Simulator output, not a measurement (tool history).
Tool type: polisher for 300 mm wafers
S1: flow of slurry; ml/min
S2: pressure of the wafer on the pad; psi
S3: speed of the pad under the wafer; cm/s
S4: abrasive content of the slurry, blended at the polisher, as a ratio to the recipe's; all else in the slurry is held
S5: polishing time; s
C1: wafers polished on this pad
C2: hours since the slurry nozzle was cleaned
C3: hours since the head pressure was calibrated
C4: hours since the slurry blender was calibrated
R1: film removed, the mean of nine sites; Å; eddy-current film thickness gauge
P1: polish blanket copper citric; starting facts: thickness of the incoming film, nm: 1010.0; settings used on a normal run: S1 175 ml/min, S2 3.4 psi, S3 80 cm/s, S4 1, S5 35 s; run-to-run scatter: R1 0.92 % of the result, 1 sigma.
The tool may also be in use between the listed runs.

{"run": 1, "hour": 12.8, "S1": 175, "S2": 3.4, "S3": 80, "S4": 1, "S5": 35, "C1": 584, "C2": 160.2, "C3": 679.3, "C4": 90.7, "R1": 741.88}
{"run": 2, "hour": 23.0, "S1": 225, "S2": 3.4, "S3": 58, "S4": 1, "S5": 35, "C1": 727, "C2": 170.4, "C3": 689.5, "C4": 100.9, "R1": 555.78}
{"run": 3, "hour": 36.0, "S1": 175, "S2": 3.4, "S3": 80, "S4": 1, "S5": 35, "C1": 909, "C2": 183.4, "C3": 702.5, "C4": 113.9, "R1": 745.97}
{"run": 4, "hour": 48.3, "S1": 175, "S2": 3.4, "S3": 80, "S4": 1, "S5": 55, "C1": 1081, "C2": 195.7, "C3": 714.8, "C4": 126.2, "R1": 1182.4}
{"run": 5, "hour": 60.0, "S1": 175, "S2": 1.5, "S3": 80, "S4": 1, "S5": 35, "C1": 1244, "C2": 207.4, "C3": 726.5, "C4": 137.9, "R1": 343.96}
{"run": 6, "hour": 71.6, "S1": 175, "S2": 4.3, "S3": 80, "S4": 1, "S5": 35, "C1": 1406, "C2": 219, "C3": 738.1, "C4": 149.5, "R1": 922.68}
{"run": 7, "hour": 86.1, "S1": 175, "S2": 3.4, "S3": 118, "S4": 1, "S5": 35, "C1": 1609, "C2": 233.5, "C3": 752.6, "C4": 164, "R1": 1091.3}
{"run": 8, "hour": 95.2, "S1": 175, "S2": 3.4, "S3": 56, "S4": 1, "S5": 35, "C1": 1737, "C2": 242.6, "C3": 761.7, "C4": 173.1, "R1": 515.35}
{"run": 9, "hour": 109.7, "S1": 175, "S2": 3.4, "S3": 80, "S4": 1, "S5": 35, "C1": 1939, "C2": 257.1, "C3": 776.2, "C4": 187.6, "R1": 741.38}
{"hour": 110.4, "done": "worn pad replaced by a new one"}
{"run": 10, "hour": 122.1, "S1": 175, "S2": 3.4, "S3": 80, "S4": 1, "S5": 16, "C1": 164, "C2": 269.5, "C3": 788.6, "C4": 200, "R1": 335.4}
{"run": 11, "hour": 129.0, "S1": 175, "S2": 3.4, "S3": 80, "S4": 1, "S5": 35, "C1": 260, "C2": 276.4, "C3": 795.5, "C4": 206.9, "R1": 741.17}
{"run": 12, "hour": 140.6, "S1": 175, "S2": 3.4, "S3": 80, "S4": 1, "S5": 35, "C1": 422, "C2": 288, "C3": 807.1, "C4": 218.5, "R1": 740.24}
{"run": 13, "hour": 151.7, "S1": 175, "S2": 3.4, "S3": 80, "S4": 1, "S5": 35, "C1": 578, "C2": 299.1, "C3": 818.2, "C4": 229.6, "R1": 734.34}
{"run": 14, "hour": 162.0, "S1": 105, "S2": 3.4, "S3": 80, "S4": 1, "S5": 35, "C1": 722, "C2": 309.4, "C3": 828.5, "C4": 239.9, "R1": 672.46}

Forecast run 15:
{"hour": 169.1, "done": "head pressure recalibrated"}
{"run": 15, "hour": 172.5, "S1": 130, "S2": 3.4, "S3": 124, "S4": 1, "S5": 35, "C1": 869, "C2": 319.9, "C3": 3.5, "C4": 250.4, "R1": "?"}

R1: 1063 Å
